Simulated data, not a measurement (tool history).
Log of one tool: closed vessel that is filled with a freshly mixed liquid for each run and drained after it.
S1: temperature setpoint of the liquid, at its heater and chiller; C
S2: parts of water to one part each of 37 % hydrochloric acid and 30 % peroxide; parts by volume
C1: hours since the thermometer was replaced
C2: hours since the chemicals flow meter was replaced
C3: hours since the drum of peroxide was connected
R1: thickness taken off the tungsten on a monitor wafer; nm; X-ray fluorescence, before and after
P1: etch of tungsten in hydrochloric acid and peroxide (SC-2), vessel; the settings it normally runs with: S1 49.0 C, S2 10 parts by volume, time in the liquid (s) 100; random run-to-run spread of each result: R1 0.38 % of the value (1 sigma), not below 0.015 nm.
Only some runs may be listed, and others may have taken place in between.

run 1 hour=6.9 | S1=49.0 S2=10 time_in_the_liquid_(s)=100 | C1=221.6 C2=508.1 C3=519.0 | R1=32.917
run 2 hour=16.2 | S1=38.5 S2=10 time_in_the_liquid_(s)=160 | C1=230.9 C2=517.4 C3=528.3 | R1=25.442
run 3 hour=24.1 | S1=49.0 S2=10 time_in_the_liquid_(s)=185 | C1=238.8 C2=525.3 C3=536.2 | R1=61.147
run 4 hour=33.0 | S1=49.0 S2=10 time_in_the_liquid_(s)=100 | C1=247.7 C2=534.2 C3=545.1 | R1=33.028
run 5 hour=41.4 | S1=49.0 S2=15 time_in_the_liquid_(s)=100 | C1=256.1 C2=542.6 C3=553.5 | R1=23.260
run 6 hour=47.6 | S1=49.0 S2=10 time_in_the_liquid_(s)=30 | C1=262.3 C2=548.8 C3=559.7 | R1=9.855
run 7 hour=53.9 | S1=38.0 S2=10 time_in_the_liquid_(s)=100 | C1=268.6 C2=555.1 C3=566.0 | R1=15.312
run 8 hour=63.3 | S1=49.0 S2=4 time_in_the_liquid_(s)=100 | C1=278.0 C2=564.5 C3=575.4 | R1=65.784
run 9 hour=71.5 | S1=49.0 S2=10 time_in_the_liquid_(s)=100 | C1=286.2 C2=572.7 C3=583.6 | R1=32.843
run 10 hour=79.8 | S1=49.0 S2=10 time_in_the_liquid_(s)=100 | C1=294.5 C2=581.0 C3=591.9 | R1=33.078
run 11 hour=89.4 | S1=63.0 S2=10 time_in_the_liquid_(s)=100 | C1=304.1 C2=590.6 C3=601.5 | R1=81.149
run 12 hour=99.0 | S1=49.0 S2=10 time_in_the_liquid_(s)=100 | C1=313.7 C2=600.2 C3=611.1 | R1=32.725
run 13 hour=107.8 | S1=49.0 S2=10 time_in_the_liquid_(s)=100 | C1=322.5 C2=609.0 C3=619.9 | R1=34.330
run 14 hour=116.2 | S1=49.0 S2=10 time_in_the_liquid_(s)=100 | C1=330.9 C2=617.4 C3=628.3 | R1=35.066
run 15 hour=123.0 | S1=49.0 S2=10 time_in_the_liquid_(s)=100 | C1=337.7 C2=624.2 C3=635.1 | R1=35.438
run 16 hour=132.0 | S1=49.0 S2=10 time_in_the_liquid_(s)=100 | C1=346.7 C2=633.2 C3=644.1 | R1=35.719
run 17 hour=140.1 | S1=49.0 S2=10 time_in_the_liquid_(s)=100 | C1=354.8 C2=641.3 C3=652.2 | R1=35.906
run 18 hour=146.0 | S1=49.0 S2=10 time_in_the_liquid_(s)=100 | C1=360.7 C2=647.2 C3=658.1 | R1=35.577

The output of P1 has drifted from where it used to be. Each of the 2 causes below, taken at the size shown beside it, accounts for the log equally well:
A: liquid hotter than its thermometer reads (K) = 1.23
B: chemicals flow above the setpoint (%) = 10.4
The onset of the drift is placed at about hour 99.0.
Each remaining cause and why it is not a fit:
peroxide weaker than its label (%): capped at 8; at that size R1 would change by -7.4 %, too little to explain the creep or opposite to it

4 check runs are offered, each on 2 wafers whose results are averaged, their results left as question marks. Which one tells the causes apart?
run check 1 hour=151.9 | S1=49.0 S2=13.5 time_in_the_liquid_(s)=100 | R1=?
run check 2 hour=151.9 | S1=41.0 S2=10.0 time_in_the_liquid_(s)=155 | R1=?
run check 3 hour=151.9 | S1=40.5 S2=4.0 time_in_the_liquid_(s)=100 | R1=?
run check 4 hour=151.9 | S1=49.0 S2=14.0 time_in_the_liquid_(s)=100 | R1=?

How each check would come out, cause by cause:
check=check_1 result=R1 if_A=27.688 if_B=27.783
check=check_2 result=R1 if_A=32.105 if_B=31.955
check=check_3 result=R1 if_A=39.999 if_B=39.136
check=check_4 result=R1 if_A=26.823 if_B=26.925
Per check, the gap between the least separated pair of causes, taken in the result that splits them most: check 1 0.34 %; check 2 0.47 %; check 3 2.18 %; check 4 0.38 %
Check 3 is the one run that separates the causes; every other check would come out nearly the same whichever cause is at work.

After running check 3, the following was obtained: R1 40.078 nm. Which cause does this point to?

Of the candidate causes, it is A: liquid hotter than its thermometer reads (K).
